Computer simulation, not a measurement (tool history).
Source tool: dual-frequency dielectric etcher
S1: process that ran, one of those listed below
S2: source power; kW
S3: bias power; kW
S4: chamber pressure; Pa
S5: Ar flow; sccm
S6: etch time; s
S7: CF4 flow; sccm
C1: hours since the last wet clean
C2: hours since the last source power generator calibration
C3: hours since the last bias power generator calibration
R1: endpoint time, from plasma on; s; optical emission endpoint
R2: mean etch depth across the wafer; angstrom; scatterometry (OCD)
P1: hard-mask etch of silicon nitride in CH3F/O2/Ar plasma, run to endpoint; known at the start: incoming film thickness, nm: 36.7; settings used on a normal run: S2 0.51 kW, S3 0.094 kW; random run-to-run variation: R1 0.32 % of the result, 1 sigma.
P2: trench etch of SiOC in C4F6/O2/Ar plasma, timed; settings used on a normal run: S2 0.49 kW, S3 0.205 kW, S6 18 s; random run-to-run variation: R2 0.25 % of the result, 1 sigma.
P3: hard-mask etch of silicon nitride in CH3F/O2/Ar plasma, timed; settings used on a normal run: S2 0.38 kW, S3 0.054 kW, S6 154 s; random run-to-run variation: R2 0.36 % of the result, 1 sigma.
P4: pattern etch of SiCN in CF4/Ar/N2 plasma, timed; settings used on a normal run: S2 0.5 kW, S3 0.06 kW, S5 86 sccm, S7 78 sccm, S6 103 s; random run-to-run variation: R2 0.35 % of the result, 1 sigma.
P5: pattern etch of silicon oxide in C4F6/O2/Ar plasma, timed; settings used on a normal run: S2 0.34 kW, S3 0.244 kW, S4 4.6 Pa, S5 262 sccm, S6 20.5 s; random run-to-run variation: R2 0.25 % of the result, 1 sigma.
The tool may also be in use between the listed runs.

run	hour	S1	S2	S3	S4	S5	S6	S7	C1	C2	C3	R1	R2
1	6.2	P1	0.51	0.094					275.8	1464.5	288.9	43.672	
2	11.4	P5	0.34	0.291	4.6	262	20.5		281	1469.7	294.1		728.03
3	19.6	P1	0.36	0.057					289.2	1477.9	302.3	59.097	
4	26	P2	0.49	0.124			18		295.6	1484.3	308.7		353.44
5	33.8	P5	0.34	0.244	4.6	262	25.5		303.4	1492.1	316.5		847.37
6	43.4	P2	0.49	0.205			18		313	1501.7	326.1		410.09
7	53.1	P5	0.21	0.244	4.6	262	20.5		322.7	1511.4	335.8		571.26
8	60.2	P4	0.5	0.049		86	103	78	329.8	1518.5	342.9		918.44
9	67.9	P4	0.5	0.06		104	103	78	337.5	1526.2	350.6		951.28
10	77.3	P2	0.49	0.205			18		346.9	1535.6	360		409.25
11	86.6	P5	0.34	0.244	4.6	262	20.5		356.2	1544.9	369.3		680.5
12	92.4	P4	0.5	0.06		86	103	93	362	1550.7	375.1		999.64
13	102.7	P5	0.34	0.244	4.6	262	20.5		372.3	1561	385.4		686.62
14	111.3	P5	0.34	0.244	3.67	262	20.5		380.9	1569.6	394		699.69
15	121.7	P1	0.51	0.094					391.3	1580	404.4	43.61	
16	130.2	P3	0.38	0.054			93		399.8	1588.5	412.9		597.79
17	137	P4	0.5	0.06		86	103	78	406.6	1595.3	419.7		970.87
18	146.4	P1	0.51	0.094					416	1604.7	429.1	43.714	
19	154	P1	0.4	0.07					423.6	1612.3	436.7	53.216	
20	160.7	P2	0.49	0.205			10		430.3	1619	443.4		227.95
21	167.1	P3	0.38	0.054			154		436.7	1625.4	449.8		994.8
22	175.9	P1	0.51	0.122					445.5	1634.2	458.6	39.607	
23	181.4	P4	0.7	0.06		86	103	78	451	1639.7	464.1		1314.2
24	190.8	P1	0.64	0.094					460.4	1649.1	473.5	40.023	
25	197.4	P4	0.5	0.06		86	103	78	467	1655.7	480.1		975.97
26	205.9	P1	0.7	0.061					475.5	1664.2	488.6	44.754	
27	211.5	P1	0.51	0.094					481.1	1669.8	494.2	43.72	
28	222.6	P2	0.35	0.205			18		492.2	1680.9	505.3		361.21
29	231.6	P1	0.4	0.094					501.2	1689.9	514.3	48.127	
30	237.9	P4	0.5	0.06		86	146.5	78	507.5	1696.2	520.6		1390.1
31	245	P1	0.51	0.094					514.6	1703.3	527.7	43.616	
# hour 247.9: source power generator calibrated
32	254.2	P5	0.34	0.244	4.6	348	20.5		523.8	6.4	536.9		662.19
33	261	P3	0.24	0.054			154		530.6	13.2	543.7		829.2
34	268.7	P3	0.38	0.075			154		538.3	20.9	551.4		1097.2
35	275.4	P1	0.51	0.067					545	27.6	558.1	49.009	
36	280.4	P1	0.51	0.094					550	32.6	563.1	43.734	
37	288.5	P1	0.51	0.094					558.1	40.7	571.2	43.296	
38	295.9	P1	0.51	0.094					565.5	48.1	578.6	43.301	
# hour 298.6: wet clean of the chamber
39	300.9	P1	0.51	0.094					2.3	53.1	583.6	43.176	
40	310.5	P1	0.51	0.094					11.9	62.7	593.2	42.918	
41	317.5	P1	0.51	0.094					18.9	69.7	600.2	43.119	
42	325	P1	0.51	0.094					26.4	77.2	607.7	42.985	

What P1 gives has crept away from where it was. These 2 causes fit the log equally well, each at the size given:
A: bias power that arrives over what is set, % = 4.54
B: source power that arrives over what is set, % = 4.32
The creep began at about hour 280.4.
The rest of the possible causes, and what rules out each one:
chamber walls in a state that raises the etch rate, %: serviced at hour 298.6, which brought nothing back

You are offered 4 check runs, listed below with question marks in place of their results; each one averages 2 wafers. Which run separates the listed causes by giving clearly different results for each?
check 1	332.5	P3	0.25	0.062			154						?
check 2	332.5	P4	0.66	0.06		86	103	78					?
check 3	332.5	P2	0.49	0.126			10.5						?
check 4	332.5	P5	0.34	0.244	4.6	303	20.5						?

If the cause were each of the candidates in turn, the checks would give the following:
check	result	if A	if B
check 1	R2	894.4	894.99
check 2	R2	1265.1	1295.7
check 3	R2	209.25	210.12
check 4	R2	682.97	683.66
Separation of the two closest causes in each check, using whichever result separates them best: check 1 0.07 %; check 2 2.39 %; check 3 0.42 %; check 4 0.1 %
Check 2 distinguishes between the causes, while the remaining checks would return nearly the same result for all of them.

Then check 2 was run and gave: R2 1297.8 angstrom. Which cause is it?

The correct cause is B, namely: source power that arrives over what is set, %.

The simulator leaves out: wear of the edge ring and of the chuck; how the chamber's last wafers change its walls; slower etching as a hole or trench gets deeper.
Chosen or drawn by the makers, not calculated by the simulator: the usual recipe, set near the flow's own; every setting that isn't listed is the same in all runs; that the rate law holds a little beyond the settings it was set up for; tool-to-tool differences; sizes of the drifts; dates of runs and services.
